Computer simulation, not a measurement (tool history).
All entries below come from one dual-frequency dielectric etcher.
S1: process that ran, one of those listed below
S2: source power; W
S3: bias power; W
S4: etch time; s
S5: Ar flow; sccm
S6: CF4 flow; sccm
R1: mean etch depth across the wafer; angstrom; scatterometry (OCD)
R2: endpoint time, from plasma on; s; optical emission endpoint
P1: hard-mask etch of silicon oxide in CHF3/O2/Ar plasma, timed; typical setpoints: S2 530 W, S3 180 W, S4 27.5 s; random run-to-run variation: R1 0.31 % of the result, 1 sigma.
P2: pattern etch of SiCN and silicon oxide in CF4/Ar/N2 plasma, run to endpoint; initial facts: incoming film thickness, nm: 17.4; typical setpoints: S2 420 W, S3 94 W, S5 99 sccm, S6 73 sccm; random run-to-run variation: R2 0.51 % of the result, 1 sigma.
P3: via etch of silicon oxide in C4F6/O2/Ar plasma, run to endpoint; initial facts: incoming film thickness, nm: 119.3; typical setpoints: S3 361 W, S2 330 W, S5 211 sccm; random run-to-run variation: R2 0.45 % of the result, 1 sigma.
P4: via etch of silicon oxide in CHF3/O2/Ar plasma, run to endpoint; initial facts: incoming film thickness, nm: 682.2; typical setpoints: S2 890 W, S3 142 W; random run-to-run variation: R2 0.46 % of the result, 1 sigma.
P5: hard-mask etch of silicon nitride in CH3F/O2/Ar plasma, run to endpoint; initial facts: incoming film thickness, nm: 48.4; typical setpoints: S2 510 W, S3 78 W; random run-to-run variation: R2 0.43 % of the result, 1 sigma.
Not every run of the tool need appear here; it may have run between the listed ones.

run	hour	S1	S2	S3	S4	S5	S6	R1	R2
1	6.4	P1	530	180	27.5			523.55	
2	17	P1	530	180	27.5			521.56	
3	24.6	P5	660	78					55.955
4	34.2	P3	330	361		160			30.002
5	40.5	P2	530	94		99	73		15.492
6	48.3	P1	530	180	34.5			654.98	
7	58.9	P3	330	465		211			28.165
8	67.4	P2	420	94		99	73		18.948
9	72.1	P1	350	180	27.5			447.83	
10	81.2	P2	420	57		99	73		22.221
11	88.9	P5	510	78					62.161
12	96.3	P2	420	94		99	73		18.887
13	101.2	P2	420	94		99	99		18.096
14	107.7	P1	530	180	27.5			523.88	
15	113.9	P1	730	180	27.5			589.38	
16	123.4	P5	510	99					56.998
17	131	P3	330	361		211			30.75
18	137	P4	730	142					346.16
19	145	P1	640	144	27.5			521.2	
20	150	P1	660	142	27.5			525.54	
21	155.2	P1	530	180	27.5			523.13	
22	165	P1	530	180	17.5			333.35	
23	173.3	P1	530	180	27.5			522.11	
24	180.7	P1	530	225	27.5			564.17	
25	188.3	P1	340	180	34			547.4	
26	194.9	P3	240	361		211			35.014
27	202	P5	510	78					62.141
28	211.6	P1	530	110	27.5			445.22	
# hour 215.5: bias power generator calibrated
29	221.7	P4	890	193					289.14
30	231	P2	420	94		124	73		19.428
31	241.4	P4	890	142					320.74
32	246.2	P1	530	180	27.5			521.13	
33	255.1	P1	530	180	27.5			519.83	
34	265.6	P1	530	180	27.5			519.02	
35	271.6	P1	530	180	27.5			516.47	
# hour 279.3: wet clean of the chamber
36	280.6	P1	530	180	27.5			515.2	
37	285.6	P1	530	180	27.5			514.55	
38	292.9	P1	530	180	27.5			516.62	
39	297.8	P1	530	180	27.5			514.64	
40	306.3	P1	530	180	27.5			513.79	
41	315.2	P1	530	180	27.5			517.88	

Run 42 has not been measured yet. What should we expect?
42	325.2	P1	530	180	27.5			?	

{"run 42": {"R1": 516.86}}
